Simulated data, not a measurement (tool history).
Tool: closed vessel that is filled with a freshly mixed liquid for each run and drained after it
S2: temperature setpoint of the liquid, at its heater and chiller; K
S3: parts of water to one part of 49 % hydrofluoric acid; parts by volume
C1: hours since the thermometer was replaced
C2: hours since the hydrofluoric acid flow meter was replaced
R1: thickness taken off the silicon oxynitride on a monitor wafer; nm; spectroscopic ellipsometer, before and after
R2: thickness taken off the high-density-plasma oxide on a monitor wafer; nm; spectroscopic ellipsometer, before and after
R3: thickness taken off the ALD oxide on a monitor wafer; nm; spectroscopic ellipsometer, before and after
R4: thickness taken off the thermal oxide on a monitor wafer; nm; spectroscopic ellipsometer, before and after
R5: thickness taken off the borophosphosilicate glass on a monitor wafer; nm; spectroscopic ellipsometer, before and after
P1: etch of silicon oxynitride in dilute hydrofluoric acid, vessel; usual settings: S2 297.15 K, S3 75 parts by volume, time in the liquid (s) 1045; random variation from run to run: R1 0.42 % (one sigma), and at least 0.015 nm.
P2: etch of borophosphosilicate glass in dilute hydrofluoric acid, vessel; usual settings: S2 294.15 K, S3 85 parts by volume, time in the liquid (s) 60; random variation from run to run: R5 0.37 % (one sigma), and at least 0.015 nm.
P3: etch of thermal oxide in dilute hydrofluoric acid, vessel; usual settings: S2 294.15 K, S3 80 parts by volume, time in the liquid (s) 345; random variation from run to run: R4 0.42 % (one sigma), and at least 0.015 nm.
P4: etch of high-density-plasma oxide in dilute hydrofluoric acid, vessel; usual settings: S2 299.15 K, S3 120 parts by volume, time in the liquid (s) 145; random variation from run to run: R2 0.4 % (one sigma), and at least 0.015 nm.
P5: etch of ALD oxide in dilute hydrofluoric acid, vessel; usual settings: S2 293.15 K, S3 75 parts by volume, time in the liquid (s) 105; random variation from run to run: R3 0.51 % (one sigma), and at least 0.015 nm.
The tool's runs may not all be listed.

Run 1, hour 5.3: process that ran P1, S2 297.15 K, S3 75 parts by volume, time in the liquid (s) 1045; C1 399.7; C2 450.5. Result: R1 56.6600 nm.
Run 2, hour 11.9: process that ran P4, S2 306.15 K, S3 120 parts by volume, time in the liquid (s) 145; C1 406.3; C2 457.1. Result: R2 8.7582 nm.
Run 3, hour 18.9: process that ran P1, S2 297.15 K, S3 75 parts by volume, time in the liquid (s) 2050; C1 413.3; C2 464.1. Result: R1 112.2000 nm.
Run 4, hour 22.8: process that ran P1, S2 297.15 K, S3 75 parts by volume, time in the liquid (s) 1045; C1 417.2; C2 468.0. Result: R1 56.8710 nm.
Run 5, hour 27.3: process that ran P4, S2 299.15 K, S3 120 parts by volume, time in the liquid (s) 60; C1 421.7; C2 472.5. Result: R2 2.8051 nm.
Run 6, hour 34.8: process that ran P1, S2 297.15 K, S3 75 parts by volume, time in the liquid (s) 1045; C1 429.2; C2 480.0. Result: R1 57.2490 nm.
Run 7, hour 40.1: process that ran P1, S2 297.15 K, S3 75 parts by volume, time in the liquid (s) 1045; C1 434.5; C2 485.3. Result: R1 57.2330 nm.
Run 8, hour 46.3: process that ran P5, S2 293.15 K, S3 20 parts by volume, time in the liquid (s) 105; C1 440.7; C2 491.5. Result: R3 56.4430 nm.
Run 9, hour 49.9: process that ran P5, S2 290.15 K, S3 75 parts by volume, time in the liquid (s) 105; C1 444.3; C2 495.1. Result: R3 12.2410 nm.
Run 10, hour 53.8: process that ran P3, S2 294.15 K, S3 20 parts by volume, time in the liquid (s) 345; C1 448.2; C2 499.0. Result: R4 75.569 nm.
Run 11, hour 59.2: process that ran P2, S2 294.15 K, S3 85 parts by volume, time in the liquid (s) 30; C1 453.6; C2 504.4. Result: R5 17.985 nm.
Run 12, hour 63.9: process that ran P1, S2 297.15 K, S3 105 parts by volume, time in the liquid (s) 1045; C1 458.3; C2 509.1. Result: R1 39.6100 nm.
Run 13, hour 71.6: process that ran P1, S2 297.15 K, S3 75 parts by volume, time in the liquid (s) 1045; C1 466.0; C2 516.8. Result: R1 57.0430 nm.
Run 14, hour 76.9: process that ran P1, S2 302.65 K, S3 75 parts by volume, time in the liquid (s) 1925; C1 471.3; C2 522.1. Result: R1 135.4300 nm.
Run 15, hour 81.1: process that ran P1, S2 290.65 K, S3 75 parts by volume, time in the liquid (s) 1045; C1 475.5; C2 526.3. Result: R1 41.4070 nm.
Run 16, hour 84.5: process that ran P4, S2 299.15 K, S3 180 parts by volume, time in the liquid (s) 145; C1 478.9; C2 529.7. Result: R2 4.2136 nm.
Run 17, hour 92.0: process that ran P2, S2 300.15 K, S3 85 parts by volume, time in the liquid (s) 60; C1 486.4; C2 537.2. Result: R5 45.782 nm.
Run 18, hour 99.8: process that ran P1, S2 297.15 K, S3 75 parts by volume, time in the liquid (s) 550; C1 494.2; C2 545.0. Result: R1 30.0380 nm.
Run 19, hour 106.9: process that ran P1, S2 297.15 K, S3 75 parts by volume, time in the liquid (s) 1045; C1 501.3; C2 552.1. Result: R1 57.0320 nm.
Run 20, hour 111.4: process that ran P1, S2 301.15 K, S3 75 parts by volume, time in the liquid (s) 1045; C1 505.8; C2 556.6. Result: R1 69.3630 nm.
Run 21, hour 116.9: process that ran P3, S2 294.15 K, S3 80 parts by volume, time in the liquid (s) 660; C1 511.3; C2 562.1. Result: R4 33.696 nm.
Run 22, hour 124.2: process that ran P5, S2 293.15 K, S3 75 parts by volume, time in the liquid (s) 40; C1 518.6; C2 569.4. Result: R3 5.3124 nm.
Run 23, hour 130.4: process that ran P4, S2 299.15 K, S3 120 parts by volume, time in the liquid (s) 145; C1 524.8; C2 575.6. Result: R2 6.7360 nm.
Run 24, hour 135.6: process that ran P1, S2 297.15 K, S3 25 parts by volume, time in the liquid (s) 1045; C1 530.0; C2 580.8. Result: R1 178.0200 nm.
Run 25, hour 140.0: process that ran P3, S2 294.15 K, S3 80 parts by volume, time in the liquid (s) 345; C1 534.4; C2 585.2. Result: R4 17.631 nm.
Run 26, hour 146.8: process that ran P1, S2 291.65 K, S3 75 parts by volume, time in the liquid (s) 90; C1 541.2; C2 592.0. Result: R1 3.7784 nm.
Run 27, hour 154.4: process that ran P1, S2 297.15 K, S3 75 parts by volume, time in the liquid (s) 1045; C1 548.8; C2 599.6. Result: R1 56.8790 nm.
Run 28, hour 159.6: process that ran P5, S2 293.15 K, S3 75 parts by volume, time in the liquid (s) 105; C1 554.0; C2 604.8. Result: R3 14.1420 nm.
Run 29, hour 165.6: process that ran P2, S2 294.15 K, S3 85 parts by volume, time in the liquid (s) 60; C1 560.0; C2 610.8. Result: R5 36.102 nm.
Run 30, hour 173.2: process that ran P3, S2 300.65 K, S3 80 parts by volume, time in the liquid (s) 345; C1 567.6; C2 618.4. Result: R4 22.760 nm.
Run 31, hour 177.0: process that ran P2, S2 294.15 K, S3 25 parts by volume, time in the liquid (s) 60; C1 571.4; C2 622.2. Result: R5 131.610 nm.
Run 32, hour 184.7: process that ran P1, S2 303.15 K, S3 40 parts by volume, time in the liquid (s) 1045; C1 579.1; C2 629.9. Result: R1 148.0500 nm.
Run 33, hour 190.9: process that ran P1, S2 297.15 K, S3 75 parts by volume, time in the liquid (s) 1045; C1 585.3; C2 636.1. Result: R1 56.8010 nm.
Run 34, hour 196.1: process that ran P1, S2 297.15 K, S3 75 parts by volume, time in the liquid (s) 1045; C1 590.5; C2 641.3. Result: R1 59.2850 nm.
Run 35, hour 202.9: process that ran P1, S2 297.15 K, S3 75 parts by volume, time in the liquid (s) 1045; C1 597.3; C2 648.1. Result: R1 61.0010 nm.
Run 36, hour 208.1: process that ran P1, S2 297.15 K, S3 75 parts by volume, time in the liquid (s) 1045; C1 602.5; C2 653.3. Result: R1 61.6400 nm.
Run 37, hour 214.2: process that ran P1, S2 297.15 K, S3 75 parts by volume, time in the liquid (s) 1045; C1 608.6; C2 659.4. Result: R1 62.3800 nm.
Run 38, hour 218.4: process that ran P1, S2 297.15 K, S3 75 parts by volume, time in the liquid (s) 1045; C1 612.8; C2 663.6. Result: R1 62.5040 nm.

Forecast run 39:
Run 39, hour 223.7: process that ran P1, S2 297.15 K, S3 75 parts by volume, time in the liquid (s) 1045; C1 618.1; C2 668.9. Result: R1 ?.

{"run 39": {"R1": 62.435}}
